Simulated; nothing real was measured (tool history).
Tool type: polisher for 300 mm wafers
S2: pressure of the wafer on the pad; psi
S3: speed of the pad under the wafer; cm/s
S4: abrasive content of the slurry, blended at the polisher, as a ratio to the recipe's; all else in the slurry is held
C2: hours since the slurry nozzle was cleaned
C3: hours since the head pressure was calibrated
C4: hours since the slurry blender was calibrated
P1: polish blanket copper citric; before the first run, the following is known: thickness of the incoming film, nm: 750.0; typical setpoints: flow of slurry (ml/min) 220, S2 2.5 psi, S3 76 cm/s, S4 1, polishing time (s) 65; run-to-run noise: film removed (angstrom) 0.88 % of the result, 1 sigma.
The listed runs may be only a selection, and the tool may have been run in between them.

{"run": 1, "hour": 14.1, "flow of slurry (ml/min)": 220, "S2": 2.5, "S3": 76, "S4": 1, "polishing time (s)": 65, "wafers polished on this pad": 349, "C2": 440.9, "C3": 660.3, "C4": 177.8, "film removed (angstrom)": 806.35}
{"run": 2, "hour": 27.7, "flow of slurry (ml/min)": 220, "S2": 2.5, "S3": 76, "S4": 1, "polishing time (s)": 65, "wafers polished on this pad": 512, "C2": 454.5, "C3": 673.9, "C4": 191.4, "film removed (angstrom)": 813.84}
{"run": 3, "hour": 36.7, "flow of slurry (ml/min)": 220, "S2": 2.5, "S3": 76, "S4": 1.25, "polishing time (s)": 65, "wafers polished on this pad": 620, "C2": 463.5, "C3": 682.9, "C4": 200.4, "film removed (angstrom)": 854.02}
{"run": 4, "hour": 49.1, "flow of slurry (ml/min)": 330, "S2": 3.2, "S3": 76, "S4": 1, "polishing time (s)": 65, "wafers polished on this pad": 769, "C2": 475.9, "C3": 695.3, "C4": 212.8, "film removed (angstrom)": 1070.8}
{"run": 5, "hour": 59.5, "flow of slurry (ml/min)": 220, "S2": 2.5, "S3": 76, "S4": 1, "polishing time (s)": 43, "wafers polished on this pad": 894, "C2": 486.3, "C3": 705.7, "C4": 223.2, "film removed (angstrom)": 534.31}
{"run": 6, "hour": 72.6, "flow of slurry (ml/min)": 220, "S2": 2.5, "S3": 102, "S4": 1, "polishing time (s)": 65, "wafers polished on this pad": 1051, "C2": 499.4, "C3": 718.8, "C4": 236.3, "film removed (angstrom)": 1080.2}
{"run": 7, "hour": 82.7, "flow of slurry (ml/min)": 220, "S2": 2.5, "S3": 76, "S4": 1, "polishing time (s)": 65, "wafers polished on this pad": 1173, "C2": 509.5, "C3": 728.9, "C4": 246.4, "film removed (angstrom)": 798.68}
{"run": 8, "hour": 96.9, "flow of slurry (ml/min)": 220, "S2": 2.5, "S3": 76, "S4": 1, "polishing time (s)": 88, "wafers polished on this pad": 1343, "C2": 523.7, "C3": 743.1, "C4": 260.6, "film removed (angstrom)": 1094.9}
{"run": 9, "hour": 105.1, "flow of slurry (ml/min)": 220, "S2": 1.8, "S3": 76, "S4": 1, "polishing time (s)": 65, "wafers polished on this pad": 1442, "C2": 531.9, "C3": 751.3, "C4": 268.8, "film removed (angstrom)": 583.49}
{"run": 10, "hour": 113.7, "flow of slurry (ml/min)": 220, "S2": 2.5, "S3": 76, "S4": 1, "polishing time (s)": 65, "wafers polished on this pad": 1545, "C2": 540.5, "C3": 759.9, "C4": 277.4, "film removed (angstrom)": 827.87}
{"run": 11, "hour": 121.3, "flow of slurry (ml/min)": 220, "S2": 2.5, "S3": 42, "S4": 1, "polishing time (s)": 65, "wafers polished on this pad": 1636, "C2": 548.1, "C3": 767.5, "C4": 285, "film removed (angstrom)": 460.1}
{"run": 12, "hour": 132.0, "flow of slurry (ml/min)": 315, "S2": 2.5, "S3": 76, "S4": 1, "polishing time (s)": 65, "wafers polished on this pad": 1765, "C2": 558.8, "C3": 778.2, "C4": 295.7, "film removed (angstrom)": 849.47}
{"run": 13, "hour": 139.4, "flow of slurry (ml/min)": 220, "S2": 3.9, "S3": 76, "S4": 1, "polishing time (s)": 65, "wafers polished on this pad": 1854, "C2": 566.2, "C3": 785.6, "C4": 303.1, "film removed (angstrom)": 1262.7}
{"run": 14, "hour": 148.8, "flow of slurry (ml/min)": 130, "S2": 2.5, "S3": 76, "S4": 1, "polishing time (s)": 65, "wafers polished on this pad": 1966, "C2": 575.6, "C3": 795, "C4": 312.5, "film removed (angstrom)": 740.78}
{"run": 15, "hour": 158.6, "flow of slurry (ml/min)": 220, "S2": 2.5, "S3": 76, "S4": 1, "polishing time (s)": 65, "wafers polished on this pad": 2084, "C2": 585.4, "C3": 804.8, "C4": 322.3, "film removed (angstrom)": 817.29}
{"run": 16, "hour": 171.1, "flow of slurry (ml/min)": 220, "S2": 2.5, "S3": 76, "S4": 0.55, "polishing time (s)": 65, "wafers polished on this pad": 2234, "C2": 597.9, "C3": 817.3, "C4": 334.8, "film removed (angstrom)": 721.61}
{"run": 17, "hour": 183.9, "flow of slurry (ml/min)": 220, "S2": 2.5, "S3": 76, "S4": 1, "polishing time (s)": 65, "wafers polished on this pad": 2388, "C2": 610.7, "C3": 830.1, "C4": 347.6, "film removed (angstrom)": 796.91}
{"run": 18, "hour": 196.3, "flow of slurry (ml/min)": 220, "S2": 2.5, "S3": 76, "S4": 1, "polishing time (s)": 65, "wafers polished on this pad": 2537, "C2": 623.1, "C3": 842.5, "C4": 360, "film removed (angstrom)": 788.69}
{"hour": 207.8, "done": "head pressure recalibrated"}
{"run": 19, "hour": 209.4, "flow of slurry (ml/min)": 220, "S2": 2.5, "S3": 76, "S4": 1, "polishing time (s)": 65, "wafers polished on this pad": 2694, "C2": 636.2, "C3": 1.7, "C4": 373.1, "film removed (angstrom)": 769.63}

Run 20 has not been measured yet. What should we expect?
{"run": 20, "hour": 215.9, "flow of slurry (ml/min)": 220, "S2": 2.5, "S3": 76, "S4": 1, "polishing time (s)": 65, "wafers polished on this pad": 2772, "C2": 642.7, "C3": 8.2, "C4": 379.6, "film removed (angstrom)": "?"}

film removed (angstrom): 767.47
